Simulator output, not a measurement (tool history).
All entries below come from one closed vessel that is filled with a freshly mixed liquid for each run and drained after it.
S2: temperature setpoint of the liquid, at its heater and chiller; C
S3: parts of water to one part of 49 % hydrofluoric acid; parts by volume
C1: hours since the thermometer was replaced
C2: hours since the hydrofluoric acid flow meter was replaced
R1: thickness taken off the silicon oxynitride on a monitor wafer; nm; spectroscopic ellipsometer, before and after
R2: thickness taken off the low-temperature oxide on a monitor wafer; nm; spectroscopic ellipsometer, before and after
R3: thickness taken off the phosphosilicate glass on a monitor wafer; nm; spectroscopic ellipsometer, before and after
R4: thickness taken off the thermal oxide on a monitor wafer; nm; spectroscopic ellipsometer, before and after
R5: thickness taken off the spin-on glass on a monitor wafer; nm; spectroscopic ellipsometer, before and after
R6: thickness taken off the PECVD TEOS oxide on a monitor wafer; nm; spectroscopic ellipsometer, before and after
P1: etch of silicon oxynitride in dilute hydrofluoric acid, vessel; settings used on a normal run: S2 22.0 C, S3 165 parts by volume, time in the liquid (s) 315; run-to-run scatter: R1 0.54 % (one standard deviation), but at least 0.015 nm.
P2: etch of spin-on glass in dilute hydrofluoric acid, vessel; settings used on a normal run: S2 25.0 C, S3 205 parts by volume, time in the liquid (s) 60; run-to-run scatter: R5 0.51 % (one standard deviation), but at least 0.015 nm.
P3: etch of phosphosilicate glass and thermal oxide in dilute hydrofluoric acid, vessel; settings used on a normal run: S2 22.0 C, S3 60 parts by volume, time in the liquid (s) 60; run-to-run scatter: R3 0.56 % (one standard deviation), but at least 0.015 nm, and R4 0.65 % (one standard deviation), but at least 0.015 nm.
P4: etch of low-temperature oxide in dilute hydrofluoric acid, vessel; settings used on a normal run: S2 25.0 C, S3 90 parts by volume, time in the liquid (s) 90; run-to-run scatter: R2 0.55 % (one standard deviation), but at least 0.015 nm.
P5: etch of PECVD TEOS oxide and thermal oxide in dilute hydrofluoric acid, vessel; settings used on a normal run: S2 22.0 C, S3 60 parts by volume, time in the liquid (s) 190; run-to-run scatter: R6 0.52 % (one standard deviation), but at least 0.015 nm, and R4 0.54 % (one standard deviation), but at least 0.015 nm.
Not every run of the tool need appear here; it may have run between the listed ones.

Run 1, hour 14.7: process that ran P1, S2 22.0 C, S3 165 parts by volume, time in the liquid (s) 315; C1 881.1; C2 1374.2. Result: R1 6.3091 nm.
Run 2, hour 25.0: process that ran P4, S2 17.5 C, S3 90 parts by volume, time in the liquid (s) 90; C1 891.4; C2 1384.5. Result: R2 27.227 nm.
Run 3, hour 35.6: process that ran P3, S2 22.0 C, S3 60 parts by volume, time in the liquid (s) 60; C1 902.0; C2 1395.1. Result: R3 102.480 nm, R4 4.2476 nm.
Run 4, hour 45.0: process that ran P1, S2 22.0 C, S3 165 parts by volume, time in the liquid (s) 315; C1 911.4; C2 1404.5. Result: R1 6.3511 nm.
Run 5, hour 60.2: process that ran P2, S2 21.5 C, S3 205 parts by volume, time in the liquid (s) 60; C1 926.6; C2 1419.7. Result: R5 8.2640 nm.
Run 6, hour 72.7: process that ran P5, S2 22.0 C, S3 60 parts by volume, time in the liquid (s) 370; C1 939.1; C2 1432.2. Result: R4 28.2550 nm, R6 67.709 nm.
Run 7, hour 90.1: process that ran P1, S2 27.5 C, S3 165 parts by volume, time in the liquid (s) 315; C1 956.5; C2 1449.6. Result: R1 8.1809 nm.
Run 8, hour 107.4: process that ran P2, S2 25.0 C, S3 355 parts by volume, time in the liquid (s) 60; C1 973.8; C2 1466.9. Result: R5 4.7559 nm.
Run 9, hour 119.6: process that ran P1, S2 22.0 C, S3 240 parts by volume, time in the liquid (s) 315; C1 986.0; C2 1479.1. Result: R1 4.1446 nm.
Run 10, hour 136.8: process that ran P1, S2 22.0 C, S3 165 parts by volume, time in the liquid (s) 315; C1 1003.2; C2 1496.3. Result: R1 6.3355 nm.
Run 11, hour 155.0: process that ran P5, S2 22.0 C, S3 100 parts by volume, time in the liquid (s) 190; C1 1021.4; C2 1514.5. Result: R4 8.2364 nm, R6 19.913 nm.
Run 12, hour 171.5: process that ran P4, S2 25.0 C, S3 25 parts by volume, time in the liquid (s) 90; C1 1037.9; C2 1531.0. Result: R2 145.290 nm.
Run 13, hour 179.8: process that ran P3, S2 17.0 C, S3 60 parts by volume, time in the liquid (s) 60; C1 1046.2; C2 1539.3. Result: R3 83.952 nm, R4 3.4390 nm.
Run 14, hour 195.1: process that ran P4, S2 25.0 C, S3 90 parts by volume, time in the liquid (s) 160; C1 1061.5; C2 1554.6. Result: R2 65.752 nm.
Run 15, hour 211.2: process that ran P5, S2 26.5 C, S3 60 parts by volume, time in the liquid (s) 190; C1 1077.6; C2 1570.7. Result: R4 17.2660 nm, R6 41.663 nm.
Run 16, hour 224.2: process that ran P1, S2 17.0 C, S3 165 parts by volume, time in the liquid (s) 315; C1 1090.6; C2 1583.7. Result: R1 5.0064 nm.
Run 17, hour 240.5: process that ran P4, S2 25.0 C, S3 90 parts by volume, time in the liquid (s) 90; C1 1106.9; C2 1600.0. Result: R2 36.987 nm.
Run 18, hour 253.6: process that ran P1, S2 17.0 C, S3 50 parts by volume, time in the liquid (s) 315; C1 1120.0; C2 1613.1. Result: R1 18.0040 nm.
Run 19, hour 267.9: process that ran P1, S2 22.0 C, S3 165 parts by volume, time in the liquid (s) 315; C1 1134.3; C2 1627.4. Result: R1 6.3757 nm.
Run 20, hour 284.5: process that ran P1, S2 22.0 C, S3 95 parts by volume, time in the liquid (s) 315; C1 1150.9; C2 1644.0. Result: R1 11.5680 nm.
Run 21, hour 294.9: process that ran P4, S2 25.0 C, S3 90 parts by volume, time in the liquid (s) 90; C1 1161.3; C2 1654.4. Result: R2 36.861 nm.
At hour 302.0: hydrofluoric acid flow meter replaced.
Run 22, hour 309.6: process that ran P1, S2 22.0 C, S3 165 parts by volume, time in the liquid (s) 145; C1 1176.0; C2 7.6. Result: R1 2.9761 nm.
Run 23, hour 322.2: process that ran P2, S2 25.0 C, S3 205 parts by volume, time in the liquid (s) 115; C1 1188.6; C2 20.2. Result: R5 18.3190 nm.
Run 24, hour 335.9: process that ran P5, S2 22.0 C, S3 60 parts by volume, time in the liquid (s) 190; C1 1202.3; C2 33.9. Result: R4 14.3970 nm, R6 34.709 nm.
Run 25, hour 345.1: process that ran P3, S2 22.0 C, S3 60 parts by volume, time in the liquid (s) 115; C1 1211.5; C2 43.1. Result: R3 195.490 nm, R4 8.1557 nm.
Run 26, hour 357.5: process that ran P3, S2 22.0 C, S3 90 parts by volume, time in the liquid (s) 60; C1 1223.9; C2 55.5. Result: R3 65.943 nm, R4 2.6819 nm.
Run 27, hour 366.6: process that ran P3, S2 22.0 C, S3 60 parts by volume, time in the liquid (s) 60; C1 1233.0; C2 64.6. Result: R3 103.600 nm, R4 4.2442 nm.
Run 28, hour 385.4: process that ran P1, S2 22.0 C, S3 165 parts by volume, time in the liquid (s) 315; C1 1251.8; C2 83.4. Result: R1 6.3595 nm.
Run 29, hour 404.0: process that ran P1, S2 22.0 C, S3 165 parts by volume, time in the liquid (s) 565; C1 1270.4; C2 102.0. Result: R1 11.4220 nm.
Run 30, hour 422.6: process that ran P1, S2 22.0 C, S3 165 parts by volume, time in the liquid (s) 315; C1 1289.0; C2 120.6. Result: R1 6.3682 nm.
Run 31, hour 431.4: process that ran P2, S2 25.0 C, S3 205 parts by volume, time in the liquid (s) 60; C1 1297.8; C2 129.4. Result: R5 9.4999 nm.
Run 32, hour 443.8: process that ran P1, S2 22.0 C, S3 165 parts by volume, time in the liquid (s) 315; C1 1310.2; C2 141.8. Result: R1 6.2965 nm.
Run 33, hour 456.1: process that ran P1, S2 22.0 C, S3 165 parts by volume, time in the liquid (s) 315; C1 1322.5; C2 154.1. Result: R1 6.4741 nm.
Run 34, hour 469.0: process that ran P1, S2 22.0 C, S3 165 parts by volume, time in the liquid (s) 315; C1 1335.4; C2 167.0. Result: R1 6.5887 nm.
Run 35, hour 487.1: process that ran P1, S2 22.0 C, S3 165 parts by volume, time in the liquid (s) 315; C1 1353.5; C2 185.1. Result: R1 6.7108 nm.
Run 36, hour 502.8: process that ran P1, S2 22.0 C, S3 165 parts by volume, time in the liquid (s) 315; C1 1369.2; C2 200.8. Result: R1 6.7494 nm.
Run 37, hour 517.7: process that ran P1, S2 22.0 C, S3 165 parts by volume, time in the liquid (s) 315; C1 1384.1; C2 215.7. Result: R1 6.7200 nm.
Run 38, hour 530.2: process that ran P1, S2 22.0 C, S3 165 parts by volume, time in the liquid (s) 315; C1 1396.6; C2 228.2. Result: R1 6.7340 nm.
Run 39, hour 544.0: process that ran P1, S2 22.0 C, S3 165 parts by volume, time in the liquid (s) 315; C1 1410.4; C2 242.0. Result: R1 6.8094 nm.
Run 40, hour 552.6: process that ran P1, S2 22.0 C, S3 165 parts by volume, time in the liquid (s) 315; C1 1419.0; C2 250.6. Result: R1 6.7893 nm.
Run 41, hour 564.4: process that ran P1, S2 22.0 C, S3 165 parts by volume, time in the liquid (s) 315; C1 1430.8; C2 262.4. Result: R1 6.8470 nm.
Run 42, hour 578.9: process that ran P1, S2 22.0 C, S3 165 parts by volume, time in the liquid (s) 315; C1 1445.3; C2 276.9. Result: R1 6.8236 nm.
Run 43, hour 589.2: process that ran P1, S2 22.0 C, S3 165 parts by volume, time in the liquid (s) 315; C1 1455.6; C2 287.2. Result: R1 6.7453 nm.

P1 no longer gives what it gave before; its output has crept away from where it was. The following 2 causes, each at its listed size, fit the log equally well:
A: liquid hotter than its thermometer reads (K) = 1.47
B: hydrofluoric acid flow above the setpoint (%) = 6.21
Creep in the process output first set in at about hour 443.8.

You are offered 4 check runs, listed below with question marks in place of their results; each one averages 2 wafers. Which run separates the listed causes by giving clearly different results for each?
Run check 1, hour 599.5: process that ran P4, S2 21.0 C, S3 25 parts by volume, time in the liquid (s) 90. Result: R2 ?.
Run check 2, hour 599.5: process that ran P5, S2 22.0 C, S3 90 parts by volume, time in the liquid (s) 345. Result: R4 ?, R6 ?.
Run check 3, hour 599.5: process that ran P3, S2 22.0 C, S3 75 parts by volume, time in the liquid (s) 85. Result: R3 ?, R4 ?.
Run check 4, hour 599.5: process that ran P2, S2 25.0 C, S3 355 parts by volume, time in the liquid (s) 60. Result: R5 ?.

Check results expected under each cause:
  check  result     if A     if B
check 1      R2  130.180  130.080
check 2      R4  17.8440  17.9720
check 2      R6   42.882   43.191
check 3      R3  121.130  121.820
check 3      R4   5.0106   5.0392
check 4      R5   4.9241   5.0828
Distance between the nearest two causes, measured in the result of the check that separates them most: check 1 0.08 %; check 2 0.72 %; check 3 0.57 %; check 4 3.17 %
Only in check 4 would the causes give clearly different results; in the remaining checks their results would be nearly the same.

Check 4 was carried out, with these results: R5 5.0878 nm. Which of the listed causes is responsible?

It is B: hydrofluoric acid flow above the setpoint (%).
